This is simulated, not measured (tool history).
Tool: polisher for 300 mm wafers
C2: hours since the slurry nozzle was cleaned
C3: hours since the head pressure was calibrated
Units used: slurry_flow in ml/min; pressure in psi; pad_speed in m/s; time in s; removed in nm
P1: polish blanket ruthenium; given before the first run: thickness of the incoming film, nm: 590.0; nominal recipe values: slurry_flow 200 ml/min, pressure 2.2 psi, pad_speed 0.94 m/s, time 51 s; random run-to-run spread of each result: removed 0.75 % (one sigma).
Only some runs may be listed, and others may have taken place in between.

Run 1, hour 5.9: slurry_flow 200 ml/min, pressure 2.2 psi, pad_speed 0.94 m/s, time 51 s; wafers polished on this pad 197; C2 685.9; C3 379.0. Result: removed 54.933 nm.
Run 2, hour 10.0: slurry_flow 200 ml/min, pressure 2.2 psi, pad_speed 0.94 m/s, time 51 s; wafers polished on this pad 264; C2 690.0; C3 383.1. Result: removed 55.340 nm.
Run 3, hour 14.2: slurry_flow 200 ml/min, pressure 2.2 psi, pad_speed 0.50 m/s, time 51 s; wafers polished on this pad 332; C2 694.2; C3 387.3. Result: removed 29.057 nm.
Run 4, hour 20.4: slurry_flow 200 ml/min, pressure 2.2 psi, pad_speed 0.94 m/s, time 23 s; wafers polished on this pad 434; C2 700.4; C3 393.5. Result: removed 24.989 nm.
At hour 23.8: slurry nozzle cleaned.
Run 5, hour 27.8: slurry_flow 295 ml/min, pressure 2.2 psi, pad_speed 0.94 m/s, time 51 s; wafers polished on this pad 555; C2 4.0; C3 400.9. Result: removed 57.748 nm.
Run 6, hour 34.2: slurry_flow 120 ml/min, pressure 2.2 psi, pad_speed 0.94 m/s, time 51 s; wafers polished on this pad 660; C2 10.4; C3 407.3. Result: removed 51.088 nm.
Run 7, hour 43.1: slurry_flow 200 ml/min, pressure 2.2 psi, pad_speed 0.70 m/s, time 25 s; wafers polished on this pad 805; C2 19.3; C3 416.2. Result: removed 19.985 nm.
Run 8, hour 51.7: slurry_flow 200 ml/min, pressure 2.2 psi, pad_speed 1.40 m/s, time 51 s; wafers polished on this pad 946; C2 27.9; C3 424.8. Result: removed 82.566 nm.
Run 9, hour 57.0: slurry_flow 200 ml/min, pressure 2.2 psi, pad_speed 0.94 m/s, time 51 s; wafers polished on this pad 1032; C2 33.2; C3 430.1. Result: removed 54.744 nm.
Run 10, hour 64.0: slurry_flow 200 ml/min, pressure 2.2 psi, pad_speed 0.94 m/s, time 51 s; wafers polished on this pad 1147; C2 40.2; C3 437.1. Result: removed 54.780 nm.
Run 11, hour 68.5: slurry_flow 200 ml/min, pressure 3.5 psi, pad_speed 0.94 m/s, time 51 s; wafers polished on this pad 1220; C2 44.7; C3 441.6. Result: removed 87.131 nm.
Run 12, hour 73.6: slurry_flow 200 ml/min, pressure 2.2 psi, pad_speed 0.94 m/s, time 51 s; wafers polished on this pad 1304; C2 49.8; C3 446.7. Result: removed 55.463 nm.
Run 13, hour 79.9: slurry_flow 135 ml/min, pressure 2.2 psi, pad_speed 0.94 m/s, time 24 s; wafers polished on this pad 1407; C2 56.1; C3 453.0. Result: removed 24.369 nm.
At hour 83.5: worn pad replaced by a new one.
Run 14, hour 84.8: slurry_flow 200 ml/min, pressure 2.2 psi, pad_speed 0.94 m/s, time 81 s; wafers polished on this pad 21; C2 61.0; C3 457.9. Result: removed 87.792 nm.
Run 15, hour 91.5: slurry_flow 200 ml/min, pressure 1.1 psi, pad_speed 0.94 m/s, time 51 s; wafers polished on this pad 130; C2 67.7; C3 464.6. Result: removed 27.700 nm.
Run 16, hour 99.4: slurry_flow 200 ml/min, pressure 2.2 psi, pad_speed 0.94 m/s, time 51 s; wafers polished on this pad 260; C2 75.6; C3 472.5. Result: removed 55.590 nm.
Run 17, hour 105.2: slurry_flow 200 ml/min, pressure 2.2 psi, pad_speed 0.94 m/s, time 51 s; wafers polished on this pad 355; C2 81.4; C3 478.3. Result: removed 53.958 nm.
Run 18, hour 114.1: slurry_flow 200 ml/min, pressure 2.2 psi, pad_speed 0.94 m/s, time 51 s; wafers polished on this pad 500; C2 90.3; C3 487.2. Result: removed 51.821 nm.
Run 19, hour 119.5: slurry_flow 200 ml/min, pressure 2.2 psi, pad_speed 0.94 m/s, time 51 s; wafers polished on this pad 588; C2 95.7; C3 492.6. Result: removed 51.641 nm.
Run 20, hour 125.5: slurry_flow 200 ml/min, pressure 2.2 psi, pad_speed 0.94 m/s, time 51 s; wafers polished on this pad 687; C2 101.7; C3 498.6. Result: removed 51.609 nm.
At hour 127.2: worn pad replaced by a new one.
Run 21, hour 132.7: slurry_flow 200 ml/min, pressure 2.2 psi, pad_speed 0.94 m/s, time 51 s; wafers polished on this pad 90; C2 108.9; C3 505.8. Result: removed 51.220 nm.
Run 22, hour 139.6: slurry_flow 200 ml/min, pressure 2.2 psi, pad_speed 0.94 m/s, time 51 s; wafers polished on this pad 203; C2 115.8; C3 512.7. Result: removed 51.075 nm.
Run 23, hour 145.8: slurry_flow 200 ml/min, pressure 2.2 psi, pad_speed 0.94 m/s, time 51 s; wafers polished on this pad 304; C2 122.0; C3 518.9. Result: removed 51.098 nm.

The output of P1 has drifted from where it used to be. Each of the 2 causes below, taken at the size shown beside it, accounts for the log equally well:
A: slurry flow missing at the pad, % = 37.6
B: head's pressure below its setpoint, % = 7.55
The drift started at roughly hour 99.4.
Each remaining cause and why it is not a fit:
removal rate lost through wear of the pad, %: work on it at hour 127.2, done after the drift set in, did not restore what the process gave before

Below are 4 check runs, each averaged over 2 wafers, with their results shown as question marks. Which of them would give clearly different results depending on which cause is behind the drift?
Run check 1, hour 152.0: slurry_flow 200 ml/min, pressure 1.3 psi, pad_speed 0.94 m/s, time 76 s. Result: removed ?.
Run check 2, hour 152.0: slurry_flow 200 ml/min, pressure 2.2 psi, pad_speed 0.54 m/s, time 51 s. Result: removed ?.
Run check 3, hour 152.0: slurry_flow 200 ml/min, pressure 2.2 psi, pad_speed 1.40 m/s, time 51 s. Result: removed ?.
Run check 4, hour 152.0: slurry_flow 120 ml/min, pressure 2.2 psi, pad_speed 0.94 m/s, time 51 s. Result: removed ?.

Check results expected under each cause:
  check   result    if A    if B
check 1  removed  44.896  44.895
check 2  removed  29.290  29.289
check 3  removed  75.936  75.933
check 4  removed  44.665  46.752
Minimum pairwise separation of causes per check, each pair taken at its best-separating result: check 1 0 %; check 2 0 %; check 3 0 %; check 4 4.57 %
The causes can be told apart only by check 4. The other checks would give nearly the same results under each of them.

Check 4 was carried out, with these results: removed 46.622 nm. Which of the listed causes is responsible?

It was cause B: head's pressure below its setpoint, %.

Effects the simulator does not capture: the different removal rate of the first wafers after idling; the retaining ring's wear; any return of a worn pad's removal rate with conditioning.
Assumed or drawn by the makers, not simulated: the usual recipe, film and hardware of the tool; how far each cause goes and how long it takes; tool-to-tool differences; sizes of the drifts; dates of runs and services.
